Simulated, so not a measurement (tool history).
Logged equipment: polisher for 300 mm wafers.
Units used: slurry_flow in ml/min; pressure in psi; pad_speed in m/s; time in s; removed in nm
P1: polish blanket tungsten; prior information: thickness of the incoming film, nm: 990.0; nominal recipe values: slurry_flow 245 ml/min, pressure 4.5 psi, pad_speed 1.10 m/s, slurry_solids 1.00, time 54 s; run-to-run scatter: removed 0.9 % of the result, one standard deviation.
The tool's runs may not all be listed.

run 1 hour=7.3 | slurry_flow=245 pressure=4.5 pad_speed=1.10 slurry_solids=1.00 time=54 | removed=405.16
run 2 hour=17.3 | slurry_flow=245 pressure=4.5 pad_speed=1.10 slurry_solids=1.00 time=54 | removed=402.12
run 3 hour=27.5 | slurry_flow=245 pressure=4.5 pad_speed=1.10 slurry_solids=1.00 time=54 | removed=411.46
run 4 hour=37.3 | slurry_flow=245 pressure=4.5 pad_speed=1.64 slurry_solids=1.00 time=54 | removed=600.78
run 5 hour=44.4 | slurry_flow=245 pressure=2.3 pad_speed=1.10 slurry_solids=1.00 time=54 | removed=209.94
run 6 hour=50.0 | slurry_flow=245 pressure=4.5 pad_speed=1.10 slurry_solids=1.00 time=78 | removed=589.80
run 7 hour=60.6 | slurry_flow=245 pressure=4.5 pad_speed=1.10 slurry_solids=1.00 time=26 | removed=197.37
run 8 hour=66.9 | slurry_flow=360 pressure=4.5 pad_speed=1.10 slurry_solids=1.00 time=54 | removed=425.41
run 9 hour=77.1 | slurry_flow=245 pressure=3.1 pad_speed=1.10 slurry_solids=1.30 time=54 | removed=301.60
run 10 hour=87.7 | slurry_flow=245 pressure=4.5 pad_speed=1.10 slurry_solids=0.75 time=54 | removed=385.98
run 11 hour=95.3 | slurry_flow=245 pressure=4.5 pad_speed=1.10 slurry_solids=1.00 time=54 | removed=406.94
-- hour=100.8 worn pad replaced by a new one
run 12 hour=102.0 | slurry_flow=245 pressure=4.5 pad_speed=0.50 slurry_solids=1.00 time=54 | removed=185.80
run 13 hour=110.2 | slurry_flow=145 pressure=4.5 pad_speed=1.10 slurry_solids=1.00 time=54 | removed=376.95
run 14 hour=116.2 | slurry_flow=245 pressure=4.5 pad_speed=1.10 slurry_solids=1.45 time=54 | removed=445.73
run 15 hour=122.2 | slurry_flow=145 pressure=4.5 pad_speed=1.66 slurry_solids=1.00 time=54 | removed=569.34
run 16 hour=128.0 | slurry_flow=245 pressure=6.8 pad_speed=1.10 slurry_solids=1.00 time=54 | removed=622.07
run 17 hour=133.2 | slurry_flow=245 pressure=4.5 pad_speed=1.10 slurry_solids=1.00 time=54 | removed=409.60
run 18 hour=141.2 | slurry_flow=245 pressure=4.5 pad_speed=1.10 slurry_solids=1.00 time=54 | removed=406.95
run 19 hour=148.8 | slurry_flow=245 pressure=4.5 pad_speed=1.10 slurry_solids=1.00 time=54 | removed=399.83
run 20 hour=160.6 | slurry_flow=245 pressure=4.5 pad_speed=1.10 slurry_solids=1.00 time=54 | removed=385.02
-- hour=170.4 slurry blender recalibrated
run 21 hour=171.4 | slurry_flow=245 pressure=4.5 pad_speed=1.10 slurry_solids=1.00 time=54 | removed=381.29
-- hour=175.2 slurry tank refilled with fresh slurry and peroxide
-- hour=179.4 worn pad replaced by a new one
run 22 hour=182.9 | slurry_flow=245 pressure=4.5 pad_speed=1.10 slurry_solids=1.00 time=54 | removed=381.51
run 23 hour=193.7 | slurry_flow=245 pressure=4.5 pad_speed=1.10 slurry_solids=1.00 time=54 | removed=386.20
run 24 hour=203.1 | slurry_flow=245 pressure=4.5 pad_speed=1.10 slurry_solids=1.00 time=54 | removed=381.70

What P1 gives has crept off from where it sat before. The 2 causes that follow fit the log equally well, each at the size noted:
A: slurry flow missing at the pad, % = 39.7
B: head's pressure below its setpoint, % = 6.85
The onset of the drift is placed at about hour 141.2.
All other causes, with the reason each is excluded:
removal rate lost through wear of the pad, %: its service at hour 179.4 followed the start of the drift and did not put the process back to its old value
abrasive missing from the slurry, %: its service at hour 170.4 followed the start of the drift and did not put the process back to its old value
peroxide lost from the slurry, %: its service at hour 175.2 followed the start of the drift and did not put the process back to its old value

Which of the check runs below tells the causes apart, meaning the causes would give it clearly different results? Each run uses 3 wafers whose results are averaged, and each result is shown as a question mark.
run check 1 hour=212.5 | slurry_flow=245 pressure=4.5 pad_speed=0.78 slurry_solids=1.00 time=28 | removed=?
run check 2 hour=212.5 | slurry_flow=245 pressure=2.4 pad_speed=1.10 slurry_solids=1.00 time=54 | removed=?
run check 3 hour=212.5 | slurry_flow=145 pressure=4.5 pad_speed=1.46 slurry_solids=1.00 time=54 | removed=?
run check 4 hour=212.5 | slurry_flow=245 pressure=4.5 pad_speed=0.66 slurry_solids=1.45 time=54 | removed=?

If the cause were each of the candidates in turn, the checks would give the following:
check=check_1 result=removed if_A=139.70 if_B=139.72
check=check_2 result=removed if_A=202.64 if_B=202.67
check=check_3 result=removed if_A=448.04 if_B=468.20
check=check_4 result=removed if_A=249.30 if_B=249.34
Minimum pairwise separation of causes per check, each pair taken at its best-separating result: check 1 0.02 %; check 2 0.02 %; check 3 4.4 %; check 4 0.02 %
Check 3 is the one run that separates the causes; every other check would come out nearly the same whichever cause is at work.

After running check 3, the following was obtained: removed 449.74 nm. Which cause does this point to?

It was cause A: slurry flow missing at the pad, %.

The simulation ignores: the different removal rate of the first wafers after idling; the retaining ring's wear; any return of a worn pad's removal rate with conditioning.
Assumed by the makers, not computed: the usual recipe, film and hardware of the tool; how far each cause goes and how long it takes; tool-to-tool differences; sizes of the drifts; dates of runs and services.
